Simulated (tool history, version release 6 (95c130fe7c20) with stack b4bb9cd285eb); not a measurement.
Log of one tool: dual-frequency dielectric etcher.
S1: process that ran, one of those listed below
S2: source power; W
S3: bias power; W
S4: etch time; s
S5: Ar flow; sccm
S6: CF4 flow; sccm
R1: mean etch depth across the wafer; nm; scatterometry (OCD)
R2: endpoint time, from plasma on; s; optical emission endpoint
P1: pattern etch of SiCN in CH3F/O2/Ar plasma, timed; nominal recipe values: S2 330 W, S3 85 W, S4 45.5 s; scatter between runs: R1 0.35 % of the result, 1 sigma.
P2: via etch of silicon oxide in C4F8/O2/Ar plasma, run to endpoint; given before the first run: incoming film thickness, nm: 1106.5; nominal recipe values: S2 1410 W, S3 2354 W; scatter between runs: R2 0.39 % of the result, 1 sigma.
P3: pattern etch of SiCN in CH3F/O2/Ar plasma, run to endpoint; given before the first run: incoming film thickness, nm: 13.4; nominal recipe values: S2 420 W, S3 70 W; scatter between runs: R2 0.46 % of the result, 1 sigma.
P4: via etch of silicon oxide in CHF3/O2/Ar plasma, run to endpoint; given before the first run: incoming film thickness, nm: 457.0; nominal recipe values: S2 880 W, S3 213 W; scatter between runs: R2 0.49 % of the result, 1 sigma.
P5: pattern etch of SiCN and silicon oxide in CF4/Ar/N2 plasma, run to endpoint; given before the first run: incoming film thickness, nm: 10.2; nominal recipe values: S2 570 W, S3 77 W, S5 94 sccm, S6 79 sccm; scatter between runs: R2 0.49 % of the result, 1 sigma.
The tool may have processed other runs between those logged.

run	day	S1	S2	S3	S4	S5	S6	R1	R2
1	0.262	P1	330	85	45.5			16.937	
2	0.562	P5	570	77		94	79		9.0133
3	0.775	P5	570	77		94	54		9.5906
4	1.092	P2	860	2354					277.6800
5	1.408	P3	420	70					35.4790
6	1.775	P4	880	213					187.5700
# day 1.779: source power generator calibrated
7	2.092	P3	420	70					35.0230
8	2.362	P1	330	85	45.5			16.944	
9	2.638	P1	330	113	45.5			18.955	
10	2.912	P2	1410	1489					262.0000
11	3.138	P1	410	85	45.5			18.332	
12	3.317	P1	330	85	61.5			22.928	
13	3.600	P1	380	99	45.5			18.944	
14	3.821	P5	570	77		94	79		9.1569
15	4.012	P5	570	93		94	79		8.5490
16	4.296	P3	420	50					39.4140
17	4.508	P1	210	85	45.5			14.317	
18	4.683	P5	370	77		94	79		13.3140

Estimate the outcome of run 19 from the log above:
19	4.967	P1	330	85	45.5			?	

{"run 19": {"R1": 17.015}}
